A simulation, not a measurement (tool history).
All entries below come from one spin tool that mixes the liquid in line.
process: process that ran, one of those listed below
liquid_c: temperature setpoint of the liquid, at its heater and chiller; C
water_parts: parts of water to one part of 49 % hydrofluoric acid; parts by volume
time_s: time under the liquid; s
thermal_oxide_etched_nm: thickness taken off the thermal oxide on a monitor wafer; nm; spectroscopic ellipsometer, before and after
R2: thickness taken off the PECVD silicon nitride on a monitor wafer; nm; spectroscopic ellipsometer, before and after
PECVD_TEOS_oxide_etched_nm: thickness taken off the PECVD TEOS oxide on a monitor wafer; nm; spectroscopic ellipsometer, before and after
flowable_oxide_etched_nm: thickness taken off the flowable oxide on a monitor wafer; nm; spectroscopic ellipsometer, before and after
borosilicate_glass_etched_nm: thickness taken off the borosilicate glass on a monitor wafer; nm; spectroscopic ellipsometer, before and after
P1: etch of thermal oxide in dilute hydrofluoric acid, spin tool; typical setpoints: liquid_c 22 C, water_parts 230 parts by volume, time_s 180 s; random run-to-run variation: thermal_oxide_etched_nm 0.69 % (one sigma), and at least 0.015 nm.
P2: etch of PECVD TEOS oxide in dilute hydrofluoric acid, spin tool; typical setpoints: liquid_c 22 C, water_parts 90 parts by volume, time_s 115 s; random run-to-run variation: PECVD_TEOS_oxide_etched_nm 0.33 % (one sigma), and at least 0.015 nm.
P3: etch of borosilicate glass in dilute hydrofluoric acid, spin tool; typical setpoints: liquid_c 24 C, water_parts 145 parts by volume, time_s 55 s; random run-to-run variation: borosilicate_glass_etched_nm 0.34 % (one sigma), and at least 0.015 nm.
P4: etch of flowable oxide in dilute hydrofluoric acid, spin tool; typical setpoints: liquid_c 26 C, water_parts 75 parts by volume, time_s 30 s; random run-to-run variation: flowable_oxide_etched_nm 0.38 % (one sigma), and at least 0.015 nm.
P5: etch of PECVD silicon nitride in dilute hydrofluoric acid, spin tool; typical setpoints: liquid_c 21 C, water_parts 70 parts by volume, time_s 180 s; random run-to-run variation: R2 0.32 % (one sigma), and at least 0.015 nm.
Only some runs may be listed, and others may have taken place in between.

{"run": 1, "hour": 11.4, "process": "P1", "liquid_c": 22, "water_parts": 230, "time_s": 180, "thermal_oxide_etched_nm": 2.8966}
{"run": 2, "hour": 25.5, "process": "P5", "liquid_c": 17, "water_parts": 70, "time_s": 180, "R2": 5.9116}
{"run": 3, "hour": 36.9, "process": "P1", "liquid_c": 28.5, "water_parts": 230, "time_s": 285, "thermal_oxide_etched_nm": 5.7902}
{"run": 4, "hour": 49.5, "process": "P2", "liquid_c": 22, "water_parts": 90, "time_s": 215, "PECVD_TEOS_oxide_etched_nm": 48.982}
{"run": 5, "hour": 62.7, "process": "P4", "liquid_c": 26, "water_parts": 75, "time_s": 30, "flowable_oxide_etched_nm": 15.182}
{"run": 6, "hour": 78.4, "process": "P3", "liquid_c": 24, "water_parts": 145, "time_s": 15, "borosilicate_glass_etched_nm": 1.6312}
{"run": 7, "hour": 87.8, "process": "P1", "liquid_c": 22, "water_parts": 230, "time_s": 180, "thermal_oxide_etched_nm": 2.8769}
{"run": 8, "hour": 103.5, "process": "P2", "liquid_c": 22, "water_parts": 90, "time_s": 115, "PECVD_TEOS_oxide_etched_nm": 26.304}
{"run": 9, "hour": 120.8, "process": "P1", "liquid_c": 22, "water_parts": 230, "time_s": 180, "thermal_oxide_etched_nm": 2.9123}
{"run": 10, "hour": 138.6, "process": "P4", "liquid_c": 26, "water_parts": 135, "time_s": 30, "flowable_oxide_etched_nm": 7.8236}
{"run": 11, "hour": 149.6, "process": "P3", "liquid_c": 24, "water_parts": 210, "time_s": 55, "borosilicate_glass_etched_nm": 3.9029}
{"run": 12, "hour": 166.3, "process": "P5", "liquid_c": 21, "water_parts": 70, "time_s": 180, "R2": 7.7573}
{"run": 13, "hour": 178.6, "process": "P1", "liquid_c": 22, "water_parts": 40, "time_s": 180, "thermal_oxide_etched_nm": 20.694}
{"run": 14, "hour": 194.5, "process": "P5", "liquid_c": 21, "water_parts": 70, "time_s": 180, "R2": 7.8046}
{"run": 15, "hour": 206.4, "process": "P3", "liquid_c": 24, "water_parts": 145, "time_s": 55, "borosilicate_glass_etched_nm": 6.0447}
{"run": 16, "hour": 222.3, "process": "P4", "liquid_c": 26, "water_parts": 75, "time_s": 30, "flowable_oxide_etched_nm": 15.268}
{"run": 17, "hour": 240.8, "process": "P5", "liquid_c": 21, "water_parts": 70, "time_s": 315, "R2": 13.581}
{"run": 18, "hour": 258.1, "process": "P4", "liquid_c": 26, "water_parts": 75, "time_s": 15, "flowable_oxide_etched_nm": 7.5682}
{"run": 19, "hour": 270.1, "process": "P1", "liquid_c": 22, "water_parts": 230, "time_s": 275, "thermal_oxide_etched_nm": 4.4848}
{"run": 20, "hour": 284.6, "process": "P3", "liquid_c": 17.5, "water_parts": 145, "time_s": 55, "borosilicate_glass_etched_nm": 4.673}
{"run": 21, "hour": 294.6, "process": "P2", "liquid_c": 22, "water_parts": 160, "time_s": 115, "PECVD_TEOS_oxide_etched_nm": 13.667}
{"run": 22, "hour": 307.1, "process": "P2", "liquid_c": 30, "water_parts": 90, "time_s": 115, "PECVD_TEOS_oxide_etched_nm": 36.163}
{"run": 23, "hour": 316.7, "process": "P4", "liquid_c": 31, "water_parts": 75, "time_s": 30, "flowable_oxide_etched_nm": 18.504}
{"run": 24, "hour": 333.9, "process": "P1", "liquid_c": 28.5, "water_parts": 230, "time_s": 180, "thermal_oxide_etched_nm": 3.6591}
{"run": 25, "hour": 349.3, "process": "P1", "liquid_c": 22, "water_parts": 395, "time_s": 180, "thermal_oxide_etched_nm": 1.4686}
{"run": 26, "hour": 362.2, "process": "P1", "liquid_c": 22, "water_parts": 230, "time_s": 180, "thermal_oxide_etched_nm": 2.9259}
{"run": 27, "hour": 373.7, "process": "P1", "liquid_c": 22, "water_parts": 230, "time_s": 180, "thermal_oxide_etched_nm": 2.908}
{"run": 28, "hour": 385.8, "process": "P1", "liquid_c": 22, "water_parts": 230, "time_s": 180, "thermal_oxide_etched_nm": 2.8855}
{"run": 29, "hour": 398.0, "process": "P1", "liquid_c": 17, "water_parts": 230, "time_s": 180, "thermal_oxide_etched_nm": 2.4008}
{"run": 30, "hour": 412.5, "process": "P1", "liquid_c": 22, "water_parts": 230, "time_s": 30, "thermal_oxide_etched_nm": 0.50087}
{"run": 31, "hour": 424.2, "process": "P5", "liquid_c": 21, "water_parts": 20, "time_s": 180, "R2": 26.219}
{"run": 32, "hour": 435.1, "process": "P1", "liquid_c": 22, "water_parts": 230, "time_s": 180, "thermal_oxide_etched_nm": 2.9421}
{"run": 33, "hour": 453.9, "process": "P1", "liquid_c": 22, "water_parts": 230, "time_s": 180, "thermal_oxide_etched_nm": 2.7989}
{"run": 34, "hour": 463.0, "process": "P1", "liquid_c": 22, "water_parts": 230, "time_s": 180, "thermal_oxide_etched_nm": 2.7632}
{"run": 35, "hour": 481.0, "process": "P1", "liquid_c": 22, "water_parts": 230, "time_s": 180, "thermal_oxide_etched_nm": 2.6754}
{"run": 36, "hour": 494.0, "process": "P1", "liquid_c": 22, "water_parts": 230, "time_s": 180, "thermal_oxide_etched_nm": 2.7082}
{"run": 37, "hour": 503.7, "process": "P1", "liquid_c": 22, "water_parts": 230, "time_s": 180, "thermal_oxide_etched_nm": 2.6862}
{"run": 38, "hour": 515.1, "process": "P1", "liquid_c": 22, "water_parts": 230, "time_s": 180, "thermal_oxide_etched_nm": 2.6886}
{"run": 39, "hour": 527.4, "process": "P1", "liquid_c": 22, "water_parts": 230, "time_s": 180, "thermal_oxide_etched_nm": 2.6321}
{"run": 40, "hour": 543.6, "process": "P1", "liquid_c": 22, "water_parts": 230, "time_s": 180, "thermal_oxide_etched_nm": 2.6626}

The log shows P1 creeping away from where it was. Any of the 2 causes listed here, at the size stated for it, fits the log just as well as the others:
A: hydrofluoric acid flow below the setpoint (%) = 7.15
B: liquid colder than its thermometer reads (K) = 2.44
The onset of the drift is placed at about hour 435.1.

Listed below are the offered check runs, one wafer per run, with question marks in place of results. For which of them would the causes give clearly different outcomes?
{"run": "check 1", "hour": 559.8, "process": "P5", "liquid_c": 21, "water_parts": 30, "time_s": 180, "R2": "?"}
{"run": "check 2", "hour": 559.8, "process": "P3", "liquid_c": 24, "water_parts": 185, "time_s": 15, "borosilicate_glass_etched_nm": "?"}
{"run": "check 3", "hour": 559.8, "process": "P4", "liquid_c": 26, "water_parts": 135, "time_s": 30, "flowable_oxide_etched_nm": "?"}
{"run": "check 4", "hour": 559.8, "process": "P2", "liquid_c": 25, "water_parts": 160, "time_s": 115, "PECVD_TEOS_oxide_etched_nm": "?"}

What each check would give under each cause:
check=check_1 result=R2 if_A=16.515 if_B=14.947
check=check_2 result=borosilicate_glass_etched_nm if_A=1.1258 if_B=1.1229
check=check_3 result=flowable_oxide_etched_nm if_A=7.1722 if_B=7.1242
check=check_4 result=PECVD_TEOS_oxide_etched_nm if_A=14.08 if_B=14.016
How far apart the two closest causes lie, in the result that separates them most: check 1 9.98 %; check 2 0.26 %; check 3 0.67 %; check 4 0.46 %
The other checks would show nearly matching results whichever cause is true, so check 1 is the only one that separates the causes.

Running check 1 produced the following: R2 14.933 nm. Which one of the listed causes fits?

It was cause B: liquid colder than its thermometer reads (K).

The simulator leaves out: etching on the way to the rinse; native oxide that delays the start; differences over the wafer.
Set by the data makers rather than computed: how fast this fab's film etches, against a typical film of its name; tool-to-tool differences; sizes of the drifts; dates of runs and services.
